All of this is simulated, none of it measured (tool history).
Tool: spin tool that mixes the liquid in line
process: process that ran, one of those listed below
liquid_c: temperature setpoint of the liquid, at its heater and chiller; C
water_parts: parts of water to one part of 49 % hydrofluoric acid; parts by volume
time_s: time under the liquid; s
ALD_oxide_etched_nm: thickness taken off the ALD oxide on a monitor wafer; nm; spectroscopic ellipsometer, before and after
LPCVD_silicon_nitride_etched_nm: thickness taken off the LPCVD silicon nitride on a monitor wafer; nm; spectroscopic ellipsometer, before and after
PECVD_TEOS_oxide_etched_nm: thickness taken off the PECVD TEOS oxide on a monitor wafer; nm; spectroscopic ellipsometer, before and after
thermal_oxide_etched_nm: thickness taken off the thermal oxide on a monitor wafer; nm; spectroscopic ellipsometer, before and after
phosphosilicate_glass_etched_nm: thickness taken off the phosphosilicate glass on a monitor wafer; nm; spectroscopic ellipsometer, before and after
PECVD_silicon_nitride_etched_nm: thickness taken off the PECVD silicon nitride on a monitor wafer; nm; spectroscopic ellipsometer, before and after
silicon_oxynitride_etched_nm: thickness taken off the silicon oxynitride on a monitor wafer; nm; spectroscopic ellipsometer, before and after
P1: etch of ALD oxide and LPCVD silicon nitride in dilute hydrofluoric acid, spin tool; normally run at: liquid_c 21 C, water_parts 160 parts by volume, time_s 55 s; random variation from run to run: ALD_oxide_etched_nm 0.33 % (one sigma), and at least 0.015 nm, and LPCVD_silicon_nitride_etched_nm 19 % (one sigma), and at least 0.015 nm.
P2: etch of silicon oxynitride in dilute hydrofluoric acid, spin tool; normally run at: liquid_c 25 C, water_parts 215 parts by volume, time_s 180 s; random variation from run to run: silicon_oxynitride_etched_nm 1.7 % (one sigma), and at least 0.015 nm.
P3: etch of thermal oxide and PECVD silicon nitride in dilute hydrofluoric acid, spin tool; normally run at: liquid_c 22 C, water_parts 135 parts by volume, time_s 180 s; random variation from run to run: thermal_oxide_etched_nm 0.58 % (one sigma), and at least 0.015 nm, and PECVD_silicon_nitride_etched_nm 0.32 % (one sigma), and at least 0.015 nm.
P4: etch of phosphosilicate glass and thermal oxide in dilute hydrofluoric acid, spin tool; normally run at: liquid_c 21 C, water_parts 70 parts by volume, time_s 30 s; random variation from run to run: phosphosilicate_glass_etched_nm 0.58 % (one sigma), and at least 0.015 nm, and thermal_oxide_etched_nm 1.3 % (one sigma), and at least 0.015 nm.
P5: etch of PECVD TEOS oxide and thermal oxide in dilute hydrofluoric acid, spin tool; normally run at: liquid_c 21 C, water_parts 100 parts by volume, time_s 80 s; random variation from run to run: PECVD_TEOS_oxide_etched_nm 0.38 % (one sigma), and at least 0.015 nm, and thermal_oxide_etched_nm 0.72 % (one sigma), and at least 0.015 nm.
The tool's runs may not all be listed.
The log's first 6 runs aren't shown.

run,hour,process,liquid_c,water_parts,time_s,hours since the thermometer was replaced,hours since the hydrofluoric acid flow meter was replaced,ALD_oxide_etched_nm,LPCVD_silicon_nitride_etched_nm,PECVD_TEOS_oxide_etched_nm,thermal_oxide_etched_nm,phosphosilicate_glass_etched_nm,PECVD_silicon_nitride_etched_nm,silicon_oxynitride_etched_nm
7,80,P4,21,70,15,1022.2,723.6,,,,0.91433,39.767,,
8,91.2,P3,22,135,180,1033.4,734.8,,,,5.3338,,6.7827,
9,99.3,P1,21,160,55,1041.5,742.9,8.4324,0.14141,,,,,
10,112,P1,21,65,55,1054.2,755.6,23.084,0.38553,,,,,
11,125.2,P2,31.5,215,180,1067.4,768.8,,,,,,,2.0916
12,134.7,P1,21,160,55,1076.9,778.3,8.4541,0.13162,,,,,
13,142.8,P4,17,70,30,1085,786.4,,,,1.5173,67.238,,
14,150.2,P1,21,95,25,1092.4,793.8,6.9365,0.15965,,,,,
15,165.9,P5,21,30,80,1108.1,809.5,,,21.952,12.581,,,
16,182,P3,22,135,15,1124.2,825.6,,,,0.43606,,0.60538,
17,198.5,P2,25,215,270,1140.7,842.1,,,,,,,2.2948
18,211.4,P5,21,100,15,1153.6,855,,,1.1373,0.65452,,,
19,224.8,P1,21,255,55,1167,868.4,4.844,0.075217,,,,,

Run 20 comes next. What will it give?
20,237.7,P3,28.5,135,180,1179.9,881.3,,,,?,,?,

thermal_oxide_etched_nm: 6.8556 nm
PECVD_silicon_nitride_etched_nm: 10.227 nm
